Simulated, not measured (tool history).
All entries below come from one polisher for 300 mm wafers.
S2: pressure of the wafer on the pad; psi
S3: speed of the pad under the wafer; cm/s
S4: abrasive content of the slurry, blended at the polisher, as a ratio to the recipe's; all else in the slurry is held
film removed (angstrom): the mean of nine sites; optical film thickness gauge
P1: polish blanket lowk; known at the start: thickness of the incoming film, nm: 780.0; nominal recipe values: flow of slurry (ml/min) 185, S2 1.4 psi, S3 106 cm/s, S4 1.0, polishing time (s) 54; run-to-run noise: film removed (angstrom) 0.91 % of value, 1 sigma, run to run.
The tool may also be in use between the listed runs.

run 1 hour=8.7 | flow_of_slurry_(ml/min)=185 S2=1.4 S3=106 S4=1.0 polishing_time_(s)=54 | film_removed_(angstrom)=162.120
run 2 hour=13.7 | flow_of_slurry_(ml/min)=185 S2=1.4 S3=106 S4=1.0 polishing_time_(s)=54 | film_removed_(angstrom)=157.440
-- hour=17.2 slurry blender recalibrated
run 3 hour=22.8 | flow_of_slurry_(ml/min)=185 S2=1.4 S3=106 S4=1.0 polishing_time_(s)=84 | film_removed_(angstrom)=248.470
run 4 hour=32.9 | flow_of_slurry_(ml/min)=185 S2=1.4 S3=106 S4=1.0 polishing_time_(s)=54 | film_removed_(angstrom)=164.020
run 5 hour=37.7 | flow_of_slurry_(ml/min)=185 S2=1.4 S3=158 S4=1.0 polishing_time_(s)=54 | film_removed_(angstrom)=219.950
run 6 hour=46.8 | flow_of_slurry_(ml/min)=185 S2=1.4 S3=106 S4=1.0 polishing_time_(s)=54 | film_removed_(angstrom)=159.600
run 7 hour=54.0 | flow_of_slurry_(ml/min)=110 S2=1.4 S3=106 S4=1.0 polishing_time_(s)=24 | film_removed_(angstrom)=64.505
run 8 hour=61.1 | flow_of_slurry_(ml/min)=185 S2=0.6 S3=106 S4=1.0 polishing_time_(s)=54 | film_removed_(angstrom)=67.987
run 9 hour=68.2 | flow_of_slurry_(ml/min)=185 S2=2.0 S3=106 S4=1.0 polishing_time_(s)=54 | film_removed_(angstrom)=230.830
run 10 hour=77.1 | flow_of_slurry_(ml/min)=185 S2=1.4 S3=106 S4=0.5 polishing_time_(s)=54 | film_removed_(angstrom)=111.310
run 11 hour=84.6 | flow_of_slurry_(ml/min)=185 S2=1.4 S3=106 S4=1.5 polishing_time_(s)=54 | film_removed_(angstrom)=188.960
run 12 hour=92.9 | flow_of_slurry_(ml/min)=185 S2=1.4 S3=48 S4=1.0 polishing_time_(s)=54 | film_removed_(angstrom)=84.550
run 13 hour=103.1 | flow_of_slurry_(ml/min)=185 S2=1.4 S3=106 S4=1.0 polishing_time_(s)=35 | film_removed_(angstrom)=104.880
run 14 hour=109.8 | flow_of_slurry_(ml/min)=185 S2=1.4 S3=76 S4=1.0 polishing_time_(s)=84 | film_removed_(angstrom)=188.930
run 15 hour=119.2 | flow_of_slurry_(ml/min)=265 S2=1.4 S3=106 S4=1.0 polishing_time_(s)=54 | film_removed_(angstrom)=167.820
run 16 hour=127.2 | flow_of_slurry_(ml/min)=110 S2=1.4 S3=106 S4=1.0 polishing_time_(s)=54 | film_removed_(angstrom)=142.870
run 17 hour=135.8 | flow_of_slurry_(ml/min)=185 S2=1.4 S3=106 S4=1.0 polishing_time_(s)=54 | film_removed_(angstrom)=162.300
run 18 hour=142.9 | flow_of_slurry_(ml/min)=185 S2=1.4 S3=106 S4=1.0 polishing_time_(s)=54 | film_removed_(angstrom)=153.090
run 19 hour=150.7 | flow_of_slurry_(ml/min)=185 S2=1.4 S3=106 S4=1.0 polishing_time_(s)=54 | film_removed_(angstrom)=152.450
run 20 hour=156.7 | flow_of_slurry_(ml/min)=185 S2=1.4 S3=106 S4=1.0 polishing_time_(s)=54 | film_removed_(angstrom)=149.430
run 21 hour=163.2 | flow_of_slurry_(ml/min)=185 S2=1.4 S3=106 S4=1.0 polishing_time_(s)=54 | film_removed_(angstrom)=147.320
run 22 hour=169.0 | flow_of_slurry_(ml/min)=185 S2=1.4 S3=106 S4=1.0 polishing_time_(s)=54 | film_removed_(angstrom)=149.680
run 23 hour=179.1 | flow_of_slurry_(ml/min)=185 S2=1.4 S3=106 S4=1.0 polishing_time_(s)=54 | film_removed_(angstrom)=148.200
-- hour=179.4 slurry blender recalibrated
-- hour=186.8 worn pad replaced by a new one
run 24 hour=188.0 | flow_of_slurry_(ml/min)=185 S2=1.4 S3=106 S4=1.0 polishing_time_(s)=54 | film_removed_(angstrom)=145.970
-- hour=188.7 conditioning disc replaced and pad reconditioned
run 25 hour=193.3 | flow_of_slurry_(ml/min)=185 S2=1.4 S3=106 S4=1.0 polishing_time_(s)=54 | film_removed_(angstrom)=146.670

Run 26 has not been measured yet. What should we expect?
run 26 hour=202.2 | flow_of_slurry_(ml/min)=185 S2=1.4 S3=106 S4=1.0 polishing_time_(s)=54 | film_removed_(angstrom)=?

{"run 26": {"film removed (angstrom)": 144.87}}

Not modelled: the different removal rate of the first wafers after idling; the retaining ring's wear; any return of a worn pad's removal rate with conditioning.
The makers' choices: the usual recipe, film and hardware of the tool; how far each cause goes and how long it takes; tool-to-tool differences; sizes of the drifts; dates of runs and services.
